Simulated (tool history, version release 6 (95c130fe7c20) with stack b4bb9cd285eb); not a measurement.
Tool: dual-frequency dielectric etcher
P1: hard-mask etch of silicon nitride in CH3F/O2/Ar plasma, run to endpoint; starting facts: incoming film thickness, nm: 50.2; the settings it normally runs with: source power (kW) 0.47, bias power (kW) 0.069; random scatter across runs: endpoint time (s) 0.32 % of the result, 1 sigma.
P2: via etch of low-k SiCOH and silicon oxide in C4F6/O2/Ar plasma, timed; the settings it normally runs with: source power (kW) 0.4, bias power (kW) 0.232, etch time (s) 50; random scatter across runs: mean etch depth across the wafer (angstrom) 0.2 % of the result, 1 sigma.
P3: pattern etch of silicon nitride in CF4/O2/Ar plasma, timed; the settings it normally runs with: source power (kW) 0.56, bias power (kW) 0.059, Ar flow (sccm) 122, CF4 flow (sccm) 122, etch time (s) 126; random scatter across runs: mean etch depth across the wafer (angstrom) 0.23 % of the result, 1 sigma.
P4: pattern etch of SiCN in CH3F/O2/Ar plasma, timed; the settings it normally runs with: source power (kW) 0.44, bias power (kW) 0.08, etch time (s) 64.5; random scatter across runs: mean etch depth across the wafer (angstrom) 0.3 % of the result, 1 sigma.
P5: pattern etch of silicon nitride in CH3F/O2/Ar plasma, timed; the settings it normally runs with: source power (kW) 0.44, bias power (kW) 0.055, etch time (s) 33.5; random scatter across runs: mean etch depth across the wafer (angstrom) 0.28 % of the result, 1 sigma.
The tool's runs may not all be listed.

| run | day | process that ran | source power (kW) | bias power (kW) | etch time (s) | Ar flow (sccm) | CF4 flow (sccm) | hours since the last wet clean | hours since the last source power generator calibration | hours since the last bias power generator calibration | endpoint time (s) | mean etch depth across the wafer (angstrom) |
|---|---|---|---|---|---|---|---|---|---|---|---|---|
| 1 | 0.188 | P1 | 0.47 | 0.069 |  |  |  | 338.8 | 2137.7 | 443.3 | 68.906 |  |
| 2 | 0.412 | P5 | 0.6 | 0.055 | 33.5 |  |  | 344.2 | 2143.1 | 448.7 |  | 240.15 |
| 3 | 0.742 | P3 | 0.56 | 0.035 | 126 | 122 | 122 | 352.1 | 2151 | 456.6 |  | 2343.9 |
| 4 | 1.038 | P1 | 0.47 | 0.069 |  |  |  | 359.2 | 2158.1 | 463.7 | 68.699 |  |
| 5 | 1.25 | P5 | 0.44 | 0.055 | 33.5 |  |  | 364.3 | 2163.2 | 468.8 |  | 212.82 |
| 6 | 1.629 | P1 | 0.28 | 0.069 |  |  |  | 373.4 | 2172.3 | 477.9 | 83.992 |  |
| 7 | 2.021 | P3 | 0.56 | 0.059 | 126 | 79 | 122 | 382.8 | 2181.7 | 487.3 |  | 2963.3 |
| 8 | 2.404 | P3 | 0.56 | 0.059 | 163 | 122 | 122 | 392 | 2190.9 | 496.5 |  | 3686.5 |
| 9 | 2.671 | P2 | 0.4 | 0.138 | 50 |  |  | 398.4 | 2197.3 | 502.9 |  | 1193.5 |
| 10 | 2.875 | P1 | 0.47 | 0.091 |  |  |  | 403.3 | 2202.2 | 507.8 | 62.618 |  |
| 11 | 3.279 | P5 | 0.44 | 0.055 | 33.5 |  |  | 413 | 2211.9 | 517.5 |  | 212.44 |
| 12 | 3.525 | P1 | 0.47 | 0.048 |  |  |  | 418.9 | 2217.8 | 523.4 | 77.488 |  |
| 13 | 3.762 | P1 | 0.6 | 0.069 |  |  |  | 424.6 | 2223.5 | 529.1 | 62.762 |  |
| 14 | 4.104 | P2 | 0.4 | 0.232 | 50 |  |  | 432.8 | 2231.7 | 537.3 |  | 1403.1 |
| 15 | 4.483 | P2 | 0.5 | 0.232 | 50 |  |  | 441.9 | 2240.8 | 546.4 |  | 1531.8 |
| 16 | 4.662 | P3 | 0.56 | 0.059 | 126 | 122 | 122 | 446.2 | 2245.1 | 550.7 |  | 2856 |
| 17 | 5.05 | P2 | 0.4 | 0.232 | 50 |  |  | 455.5 | 2254.4 | 560 |  | 1413 |
| 18 | 5.304 | P5 | 0.44 | 0.055 | 24 |  |  | 461.6 | 2260.5 | 566.1 |  | 153.15 |
| 19 | 5.554 | P5 | 0.44 | 0.035 | 33.5 |  |  | 467.6 | 2266.5 | 572.1 |  | 185.85 |
| 20 | 5.796 | P1 | 0.47 | 0.069 |  |  |  | 473.4 | 2272.3 | 577.9 | 68.387 |  |
| 21 | 6.096 | P1 | 0.63 | 0.042 |  |  |  | 480.6 | 2279.5 | 585.1 | 71.775 |  |
| 22 | 6.396 | P4 | 0.55 | 0.08 | 64.5 |  |  | 487.8 | 2286.7 | 592.3 |  | 274.21 |
| 23 | 6.738 | P4 | 0.44 | 0.08 | 78.5 |  |  | 496 | 2294.9 | 600.5 |  | 307 |
| 24 | 7.146 | P1 | 0.47 | 0.069 |  |  |  | 505.8 | 2304.7 | 610.3 | 68.702 |  |
| 25 | 7.542 | P1 | 0.47 | 0.069 |  |  |  | 515.3 | 2314.2 | 619.8 | 68.824 |  |
| 26 | 7.904 | P1 | 0.47 | 0.069 |  |  |  | 524 | 2322.9 | 628.5 | 68.921 |  |
| 27 | 8.225 | P3 | 0.56 | 0.059 | 126 | 122 | 145 | 531.7 | 2330.6 | 636.2 |  | 2907 |
| 28 | 8.517 | P4 | 0.44 | 0.08 | 64.5 |  |  | 538.7 | 2337.6 | 643.2 |  | 251.76 |
|  | 8.7 | bias power generator calibrated |
| 29 | 8.7 | P2 | 0.4 | 0.232 | 73 |  |  | 543.1 | 2342 | 0 |  | 2053.9 |
| 30 | 8.892 | P4 | 0.44 | 0.08 | 64.5 |  |  | 547.7 | 2346.6 | 4.6 |  | 251.64 |
| 31 | 9.233 | P4 | 0.44 | 0.112 | 64.5 |  |  | 555.9 | 2354.8 | 12.8 |  | 285.38 |
| 32 | 9.6 | P3 | 0.44 | 0.059 | 126 | 122 | 122 | 564.7 | 2363.6 | 21.6 |  | 2307.7 |
| 33 | 9.883 | P1 | 0.47 | 0.069 |  |  |  | 571.5 | 2370.4 | 28.4 | 68.884 |  |
| 34 | 10.221 | P1 | 0.47 | 0.069 |  |  |  | 579.6 | 2378.5 | 36.5 | 69.4 |  |
| 35 | 10.45 | P1 | 0.47 | 0.069 |  |  |  | 585.1 | 2384 | 42 | 69.431 |  |
|  | 10.779 | wet clean of the chamber |
| 36 | 10.783 | P1 | 0.47 | 0.069 |  |  |  | 0.2 | 2392 | 50 | 69.767 |  |
| 37 | 11.158 | P1 | 0.47 | 0.069 |  |  |  | 9.2 | 2401 | 59 | 70.136 |  |
| 38 | 11.438 | P1 | 0.47 | 0.069 |  |  |  | 15.9 | 2407.7 | 65.7 | 70.123 |  |
| 39 | 11.688 | P1 | 0.47 | 0.069 |  |  |  | 21.9 | 2413.7 | 71.7 | 70.156 |  |
| 40 | 12.092 | P1 | 0.47 | 0.069 |  |  |  | 31.6 | 2423.4 | 81.4 | 69.935 |  |
| 41 | 12.338 | P1 | 0.47 | 0.069 |  |  |  | 37.5 | 2429.3 | 87.3 | 69.808 |  |

What P1 gives has crept away from where it was. These 2 causes fit the log equally well, each at the size given:
A: bias power that arrives under what is set, % = 4.74
B: source power that arrives under what is set, % = 4.14
The gradual shift began around day 9.883.
Why every other cause is out:
chamber walls in a state that lowers the etch rate, %: maintenance at day 10.779, after the shift began, did not return the process to its former output

Question marks stand in for the results of the 4 check runs listed below, each run on one wafer. Under which run would the listed causes show clearly different results?
| check 1 | 12.583 | P4 | 0.44 | 0.103 | 64.5 |  |  |  |  |  |  | ? |
| check 2 | 12.583 | P2 | 0.4 | 0.162 | 50 |  |  |  |  |  |  | ? |
| check 3 | 12.583 | P5 | 0.59 | 0.046 | 33.5 |  |  |  |  |  |  | ? |
| check 4 | 12.583 | P3 | 0.56 | 0.039 | 126 | 122 | 122 |  |  |  |  | ? |

Expected result of each check under each candidate cause:
| check | result | if A | if B |
|---|---|---|---|
| check 1 | mean etch depth across the wafer (angstrom) | 270.82 | 271.54 |
| check 2 | mean etch depth across the wafer (angstrom) | 1235.5 | 1233.4 |
| check 3 | mean etch depth across the wafer (angstrom) | 222.97 | 222.39 |
| check 4 | mean etch depth across the wafer (angstrom) | 2401 | 2352.9 |
Separation of the two closest causes in each check, using whichever result separates them best: check 1 0.26 %; check 2 0.17 %; check 3 0.26 %; check 4 2.02 %
Check 4 is the one run that separates the causes; every other check would come out nearly the same whichever cause is at work.

Then check 4 was run and gave: mean etch depth across the wafer (angstrom) 2356.2. Which cause is it?

Of the candidate causes, it is B: source power that arrives under what is set, %.
